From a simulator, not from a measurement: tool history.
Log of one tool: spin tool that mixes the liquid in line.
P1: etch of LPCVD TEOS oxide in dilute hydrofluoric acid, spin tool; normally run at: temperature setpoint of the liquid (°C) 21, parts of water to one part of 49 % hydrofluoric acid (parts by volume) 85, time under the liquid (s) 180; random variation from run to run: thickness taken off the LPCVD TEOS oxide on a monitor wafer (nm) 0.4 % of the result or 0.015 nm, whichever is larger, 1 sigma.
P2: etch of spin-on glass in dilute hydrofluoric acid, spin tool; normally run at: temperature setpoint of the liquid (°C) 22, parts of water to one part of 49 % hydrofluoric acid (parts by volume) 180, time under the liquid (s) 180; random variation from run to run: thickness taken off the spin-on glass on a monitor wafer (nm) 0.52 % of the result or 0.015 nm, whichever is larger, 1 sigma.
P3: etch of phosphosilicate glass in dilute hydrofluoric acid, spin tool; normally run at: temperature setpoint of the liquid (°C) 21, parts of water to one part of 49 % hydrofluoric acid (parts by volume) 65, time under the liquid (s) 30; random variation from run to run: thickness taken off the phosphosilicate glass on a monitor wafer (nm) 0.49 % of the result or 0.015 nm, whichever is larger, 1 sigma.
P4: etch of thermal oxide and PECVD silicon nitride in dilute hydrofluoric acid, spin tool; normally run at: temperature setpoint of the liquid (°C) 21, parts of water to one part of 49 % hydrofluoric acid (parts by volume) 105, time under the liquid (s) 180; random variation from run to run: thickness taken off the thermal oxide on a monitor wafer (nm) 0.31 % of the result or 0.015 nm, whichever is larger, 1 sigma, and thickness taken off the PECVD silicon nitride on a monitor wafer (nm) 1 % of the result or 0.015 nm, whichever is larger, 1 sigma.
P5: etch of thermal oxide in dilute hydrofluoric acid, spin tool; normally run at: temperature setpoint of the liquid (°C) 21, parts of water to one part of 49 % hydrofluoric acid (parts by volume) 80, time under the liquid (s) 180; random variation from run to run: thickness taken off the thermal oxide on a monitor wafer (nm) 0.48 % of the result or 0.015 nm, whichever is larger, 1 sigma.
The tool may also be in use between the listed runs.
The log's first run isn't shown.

run	hour	process that ran	temperature setpoint of the liquid (°C)	parts of water to one part of 49 % hydrofluoric acid (parts by volume)	time under the liquid (s)	thickness taken off the LPCVD TEOS oxide on a monitor wafer (nm)	thickness taken off the thermal oxide on a monitor wafer (nm)	thickness taken off the phosphosilicate glass on a monitor wafer (nm)	thickness taken off the spin-on glass on a monitor wafer (nm)	thickness taken off the PECVD silicon nitride on a monitor wafer (nm)
2	31.9	P5	21	45	180		18.43			
3	40.6	P1	17	40	180	76.392				
4	57.6	P3	21	65	15			21.484		
5	71.9	P3	21	110	30			24.185		
6	91.2	P1	17	85	15	2.8619				
7	108	P1	21	140	180	23.377				
8	118.1	P1	28.5	85	180	54.726				
9	136.6	P2	26	180	180				20.44	
10	155.2	P3	21	65	30			43.248		
11	165.8	P4	29.5	105	180		9.8367			4.5564
12	177	P1	21	85	180	40.589				
13	195.2	P5	21	80	180		9.8705			
14	204.1	P4	21	105	180		7.09			2.6021
15	216.3	P1	17.5	85	180	35.278				
16	227.3	P5	29	80	180		13.659			
17	235.7	P1	21	85	180	40.45				
18	244	P2	22	180	180				17.452	
# hour 245: hydrofluoric acid flow meter replaced
19	258.4	P4	21	170	180		4.0779			1.6396
20	271.3	P2	22	80	180				44.197	
21	286.8	P1	21	85	180	40.661				
22	301.2	P3	17	65	30			36.063		
# hour 312.8: thermometer replaced
23	315.5	P1	21	85	180	40.901				
24	332.5	P4	21	105	15		0.60659			0.2176
25	350.5	P1	21	85	25	5.6589				
26	364.4	P4	21	105	180		7.0642			2.6191

The next listed run, before its measurement:
27	373.9	P1	21	85	180	?				

Run 27 gave thickness taken off the LPCVD TEOS oxide on a monitor wafer (nm) 40.524.

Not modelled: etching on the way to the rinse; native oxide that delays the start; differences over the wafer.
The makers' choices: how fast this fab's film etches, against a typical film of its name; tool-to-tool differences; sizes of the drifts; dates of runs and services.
